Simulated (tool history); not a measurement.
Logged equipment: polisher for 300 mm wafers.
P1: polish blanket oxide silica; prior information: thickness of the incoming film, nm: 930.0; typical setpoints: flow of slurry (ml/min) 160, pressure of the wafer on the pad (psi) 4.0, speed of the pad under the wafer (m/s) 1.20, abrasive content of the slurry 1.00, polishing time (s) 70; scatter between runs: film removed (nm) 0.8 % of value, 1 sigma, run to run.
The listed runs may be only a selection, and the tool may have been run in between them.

run   hour  flow of slurry (ml/min)  pressure of the wafer on the pad (psi)  speed of the pad under the wafer (m/s)  abrasive content of the slurry  polishing time (s)  wafers polished on this pad  hours since the slurry nozzle was cleaned  hours since the head pressure was calibrated  hours since the slurry blender was calibrated  hours since the conditioning disc was replaced  film removed (nm)
  1    7.1                      160                                     4.0                                    1.20                            1.00                  70                          709                                      131.9                                         919.5                                           98.4                                            59.9            217.500
  2   12.5                      160                                     4.0                                    1.20                            1.00                  98                          770                                      137.3                                         924.9                                          103.8                                            65.3            307.240
  3   20.3                      160                                     4.0                                    0.72                            1.00                  70                          859                                      145.1                                         932.7                                          111.6                                            73.1            143.920
  4   28.0                      160                                     4.0                                    1.90                            1.00                  70                          946                                      152.8                                         940.4                                          119.3                                            80.8            310.850
  5   33.3                      245                                     4.0                                    1.20                            0.75                  70                         1006                                      158.1                                         945.7                                          124.6                                            86.1            201.780
  6   37.3                      160                                     4.0                                    1.20                            1.00                  46                         1052                                      162.1                                         949.7                                          128.6                                            90.1            143.370
      43.7  -- head pressure recalibrated
  7   44.1                      160                                     4.0                                    1.20                            1.40                  70                         1129                                      168.9                                           0.5                                          135.4                                            96.9            248.190
  8   49.5                      160                                     6.2                                    1.20                            1.00                  70                         1190                                      174.3                                           5.9                                          140.8                                           102.3            336.550
  9   52.9                      160                                     1.9                                    1.20                            1.00                  88                         1229                                      177.7                                           9.3                                          144.2                                           105.7            130.880
 10   58.1                      160                                     1.8                                    1.20                            1.00                  70                         1288                                      182.9                                          14.5                                          149.4                                           110.9             97.681
 11   61.9                      160                                     4.0                                    1.20                            1.00                  70                         1331                                      186.7                                          18.3                                          153.2                                           114.7            217.380
 12   65.5                      160                                     4.0                                    1.20                            1.00                  70                         1372                                      190.3                                          21.9                                          156.8                                           118.3            217.780
 13   70.0                      160                                     4.0                                    1.20                            1.00                  70                         1423                                      194.8                                          26.4                                          161.3                                           122.8            220.660
 14   75.0                      160                                     4.0                                    1.20                            0.55                  70                         1480                                      199.8                                          31.4                                          166.3                                           127.8            156.470
      78.3  -- conditioning disc replaced and pad reconditioned
 15   79.0                      160                                     4.0                                    1.20                            1.00                  70                         1526                                      203.8                                          35.4                                          170.3                                             0.7            215.000
 16   86.1                       95                                     4.0                                    1.20                            1.00                  70                         1606                                      210.9                                          42.5                                          177.4                                             7.8            195.670
 17   92.4                      160                                     4.0                                    1.20                            1.00                  70                         1678                                      217.2                                          48.8                                          183.7                                            14.1            219.050
 18   99.9                      225                                     4.0                                    1.20                            1.00                  70                         1763                                      224.7                                          56.3                                          191.2                                            21.6            228.310
 19  107.0                      160                                     4.0                                    1.20                            1.00                  70                         1844                                      231.8                                          63.4                                          198.3                                            28.7            213.580
 20  111.2                      160                                     4.0                                    1.20                            1.00                  70                         1891                                      236.0                                          67.6                                          202.5                                            32.9            215.280

Predict the results of run 21:
 21  115.3                      160                                     4.0                                    1.20                            1.00                  70                         1938                                      240.1                                          71.7                                          206.6                                            37.0                  ?

Run 21 yielded film removed (nm) 209.590.
